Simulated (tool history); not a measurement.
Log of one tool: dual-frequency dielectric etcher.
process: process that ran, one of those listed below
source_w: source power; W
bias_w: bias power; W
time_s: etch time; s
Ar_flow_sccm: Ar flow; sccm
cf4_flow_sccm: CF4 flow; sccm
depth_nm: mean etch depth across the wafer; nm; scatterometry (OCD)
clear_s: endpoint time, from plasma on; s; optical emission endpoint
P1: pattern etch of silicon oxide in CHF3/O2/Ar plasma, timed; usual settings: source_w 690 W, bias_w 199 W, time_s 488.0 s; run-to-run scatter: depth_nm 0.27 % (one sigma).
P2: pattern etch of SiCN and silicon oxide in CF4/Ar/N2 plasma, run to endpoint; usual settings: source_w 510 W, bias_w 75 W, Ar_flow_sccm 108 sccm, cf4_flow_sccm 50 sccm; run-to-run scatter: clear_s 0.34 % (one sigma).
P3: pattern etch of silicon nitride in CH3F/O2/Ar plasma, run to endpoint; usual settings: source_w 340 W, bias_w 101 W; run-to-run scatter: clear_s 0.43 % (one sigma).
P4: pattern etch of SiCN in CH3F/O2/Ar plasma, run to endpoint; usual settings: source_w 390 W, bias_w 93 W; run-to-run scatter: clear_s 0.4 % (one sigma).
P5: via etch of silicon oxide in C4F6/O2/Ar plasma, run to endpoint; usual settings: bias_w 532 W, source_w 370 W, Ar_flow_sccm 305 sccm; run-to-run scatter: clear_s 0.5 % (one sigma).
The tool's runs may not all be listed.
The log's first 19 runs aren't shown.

run   hour  process  source_w  bias_w  time_s  Ar_flow_sccm  cf4_flow_sccm  depth_nm  clear_s
 20  240.9       P3       340     101                                                  36.749
 21  250.6       P2       510      90                   108             50             15.436
 22  266.1       P2       510      75                   108             50             16.642
 23  277.5       P1       690     275   488.0                                1155.80
 24  286.2       P3       340     101                                                  36.862
 25  301.0       P2       510      75                   108             50             16.586
 26  313.2       P5       370     532                   305                            21.226
 27  327.4       P1       690     199   279.0                                 589.88

The next listed run, before its measurement:
 28  339.5       P1       690     199   488.0                                      ?

depth_nm: 1023.30 nm
